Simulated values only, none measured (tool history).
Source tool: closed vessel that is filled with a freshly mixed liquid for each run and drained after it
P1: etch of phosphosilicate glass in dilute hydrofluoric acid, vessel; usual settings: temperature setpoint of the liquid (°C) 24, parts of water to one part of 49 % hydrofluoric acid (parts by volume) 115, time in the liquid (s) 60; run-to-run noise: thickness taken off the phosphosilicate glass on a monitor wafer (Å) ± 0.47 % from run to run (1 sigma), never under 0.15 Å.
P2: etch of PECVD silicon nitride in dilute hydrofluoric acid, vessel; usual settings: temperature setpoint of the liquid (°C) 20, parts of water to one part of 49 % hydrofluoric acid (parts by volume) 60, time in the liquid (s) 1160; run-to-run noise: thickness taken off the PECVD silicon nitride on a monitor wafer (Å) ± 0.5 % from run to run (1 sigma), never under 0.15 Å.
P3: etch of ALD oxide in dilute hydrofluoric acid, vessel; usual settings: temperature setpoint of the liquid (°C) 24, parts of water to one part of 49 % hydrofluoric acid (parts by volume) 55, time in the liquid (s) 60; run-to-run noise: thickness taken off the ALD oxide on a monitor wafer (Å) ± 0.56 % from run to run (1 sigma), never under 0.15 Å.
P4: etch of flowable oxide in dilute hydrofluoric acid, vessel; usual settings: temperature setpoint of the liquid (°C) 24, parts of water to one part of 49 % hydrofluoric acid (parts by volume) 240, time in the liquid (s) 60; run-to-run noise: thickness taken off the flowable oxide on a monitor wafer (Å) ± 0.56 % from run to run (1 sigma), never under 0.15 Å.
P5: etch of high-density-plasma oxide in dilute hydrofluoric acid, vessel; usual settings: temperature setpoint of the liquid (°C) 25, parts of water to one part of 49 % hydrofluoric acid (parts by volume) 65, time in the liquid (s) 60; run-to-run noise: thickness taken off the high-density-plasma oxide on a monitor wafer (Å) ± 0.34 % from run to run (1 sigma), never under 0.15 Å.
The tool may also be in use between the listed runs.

run	hour	process that ran	temperature setpoint of the liquid (°C)	parts of water to one part of 49 % hydrofluoric acid (parts by volume)	time in the liquid (s)	hours since the thermometer was replaced	hours since the hydrofluoric acid flow meter was replaced	thickness taken off the phosphosilicate glass on a monitor wafer (Å)	thickness taken off the ALD oxide on a monitor wafer (Å)	thickness taken off the high-density-plasma oxide on a monitor wafer (Å)	thickness taken off the PECVD silicon nitride on a monitor wafer (Å)	thickness taken off the flowable oxide on a monitor wafer (Å)
1	9.4	P1	24	115	60	1577.2	121.1	726.06				
2	15.5	P3	24	55	30	1583.3	127.2		122.96			
3	25.9	P1	32	115	60	1593.7	137.6	989.51				
4	33.5	P1	24	115	60	1601.3	145.2	731.59				
5	42.9	P3	24	90	60	1610.7	154.6		142.76			
6	52.7	P1	24	115	60	1620.5	164.4	723.99				
7	61.3	P1	24	215	60	1629.1	173	351.3				
8	70.5	P1	17	115	60	1638.3	182.2	548.7				
9	81.2	P1	18.5	70	60	1649	192.9	1011.4				
10	88.5	P5	25	20	60	1656.3	200.2			210.93		
11	95.2	P1	24	40	60	1663	206.9	2313.3				
12	103.4	P2	20	60	30	1671.2	215.1				14.278	
13	109.6	P5	25	65	60	1677.4	221.3			61.446		
14	119.1	P3	24	55	60	1686.9	230.8		244.15			
15	127.7	P5	31.5	65	60	1695.5	239.4			78.642		
16	135.8	P5	25	65	30	1703.6	247.5			30.881		
17	145.2	P4	32	240	60	1713	256.9					99.433
18	153.6	P1	18.5	115	100	1721.4	265.3	977.53				
19	160.4	P2	27	60	1160	1728.2	272.1				877.65	
20	169.4	P1	24	115	110	1737.2	281.1	1336.5				
21	179.9	P2	20	110	1160	1747.7	291.6				306.61	
22	185.1	P3	24	55	60	1752.9	296.8		246.22			
23	190.2	P5	25	65	60	1758	301.9			61.541		
24	201.4	P4	24	75	60	1769.2	313.1					290.84
25	207.9	P3	32	55	60	1775.7	319.6		335.08			
26	213	P4	24	240	60	1780.8	324.7					75.417
27	218.9	P4	24	240	100	1786.7	330.6					125.52
28	227	P2	20	60	1160	1794.8	338.7				547.27	
29	232.8	P1	24	115	60	1800.6	344.5	727.86				
30	241	P1	24	115	30	1808.8	352.7	363.15				
31	247.9	P1	24	115	60	1815.7	359.6	730.59				
32	257.8	P1	24	115	60	1825.6	369.5	701.8				
33	269	P1	24	115	60	1836.8	380.7	690.55				
34	278.6	P1	24	115	60	1846.4	390.3	682.55				
35	289.2	P1	24	115	60	1857	400.9	677.35				
36	296	P1	24	115	60	1863.8	407.7	675.91				
37	306.9	P1	24	115	60	1874.7	418.6	677.21				

The output of P1 has drifted from where it used to be. Each of the 2 causes below, taken at the size shown beside it, accounts for the log equally well:
A: hydrofluoric acid flow below the setpoint (%) = 6.3
B: liquid colder than its thermometer reads (K) = 1.88
At approximately hour 247.9, the process output began to creep.

Question marks stand in for the results of the 4 check runs listed below, each run on one wafer. Under which run would the listed causes show clearly different results?
check 1	317.8	P2	20	90	120						?	
check 2	317.8	P5	31	65	30					?		
check 3	317.8	P3	28	55	60				?			
check 4	317.8	P4	31	145	60							?

Check results expected under each cause:
check	result	if A	if B
check 1	thickness taken off the PECVD silicon nitride on a monitor wafer (Å)	35.882	33.591
check 2	thickness taken off the high-density-plasma oxide on a monitor wafer (Å)	36.009	35.975
check 3	thickness taken off the ALD oxide on a monitor wafer (Å)	268.89	267.62
check 4	thickness taken off the flowable oxide on a monitor wafer (Å)	166.05	167.78
Per check, the gap between the least separated pair of causes, taken in the result that splits them most: check 1 6.6 %; check 2 0.09 %; check 3 0.47 %; check 4 1.03 %
The other checks would show nearly matching results whichever cause is true, so check 1 is the only one that separates the causes.

Check 1 has now been run. It gave: thickness taken off the PECVD silicon nitride on a monitor wafer (Å) 35.549. Which of the candidate causes is it?

The cause is A: hydrofluoric acid flow below the setpoint (%).
